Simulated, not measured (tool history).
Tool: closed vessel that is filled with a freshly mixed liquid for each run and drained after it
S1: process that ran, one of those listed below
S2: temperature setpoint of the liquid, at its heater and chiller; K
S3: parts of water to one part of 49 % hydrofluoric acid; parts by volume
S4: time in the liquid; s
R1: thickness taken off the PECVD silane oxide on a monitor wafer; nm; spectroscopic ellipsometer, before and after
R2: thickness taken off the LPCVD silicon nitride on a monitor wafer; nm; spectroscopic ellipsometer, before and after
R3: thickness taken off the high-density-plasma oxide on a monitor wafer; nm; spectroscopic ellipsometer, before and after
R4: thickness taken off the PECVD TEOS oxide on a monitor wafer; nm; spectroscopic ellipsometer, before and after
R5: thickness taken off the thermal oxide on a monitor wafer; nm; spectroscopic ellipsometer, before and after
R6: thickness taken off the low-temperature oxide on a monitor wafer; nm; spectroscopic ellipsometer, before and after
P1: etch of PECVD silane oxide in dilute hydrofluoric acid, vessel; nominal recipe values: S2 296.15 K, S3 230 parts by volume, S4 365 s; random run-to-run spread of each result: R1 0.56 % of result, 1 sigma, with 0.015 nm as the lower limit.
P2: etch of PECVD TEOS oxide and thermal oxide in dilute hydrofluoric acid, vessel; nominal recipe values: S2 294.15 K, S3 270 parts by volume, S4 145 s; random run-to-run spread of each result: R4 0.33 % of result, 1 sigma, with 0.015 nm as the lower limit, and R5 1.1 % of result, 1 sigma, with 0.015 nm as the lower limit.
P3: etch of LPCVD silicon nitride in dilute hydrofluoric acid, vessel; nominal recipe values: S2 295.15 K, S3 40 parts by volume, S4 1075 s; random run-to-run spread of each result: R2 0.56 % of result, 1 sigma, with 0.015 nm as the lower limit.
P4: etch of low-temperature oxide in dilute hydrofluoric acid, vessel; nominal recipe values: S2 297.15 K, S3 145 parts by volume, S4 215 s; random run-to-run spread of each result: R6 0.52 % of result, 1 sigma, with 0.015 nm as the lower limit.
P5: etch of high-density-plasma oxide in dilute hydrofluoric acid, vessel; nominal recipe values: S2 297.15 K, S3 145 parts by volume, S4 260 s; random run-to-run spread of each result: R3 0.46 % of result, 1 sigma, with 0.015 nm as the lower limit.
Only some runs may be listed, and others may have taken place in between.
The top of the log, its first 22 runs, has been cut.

run	day	S1	S2	S3	S4	R1	R2	R3	R4	R5	R6
23	8.817	P5	297.15	145	40			2.4254			
24	9.288	P1	296.15	100	155	22.368					
25	9.679	P2	294.15	270	30				2.0743	0.3817	
26	10.217	P3	295.15	40	1075		13.348				
27	10.504	P1	301.15	230	365	23.389					
28	11	P1	296.15	230	650	34.852					
29	11.504	P2	294.15	270	145				9.9406	1.8873	
30	11.996	P4	297.15	145	215						25.013
31	12.5	P1	290.15	230	365	15.763					
32	12.983	P1	296.15	230	365	19.773					
33	13.496	P1	296.15	230	365	18.97					

Run 34 has not been measured yet. What should we expect?
34	13.829	P1	296.15	230	365	?					

R1: 18.794 nm

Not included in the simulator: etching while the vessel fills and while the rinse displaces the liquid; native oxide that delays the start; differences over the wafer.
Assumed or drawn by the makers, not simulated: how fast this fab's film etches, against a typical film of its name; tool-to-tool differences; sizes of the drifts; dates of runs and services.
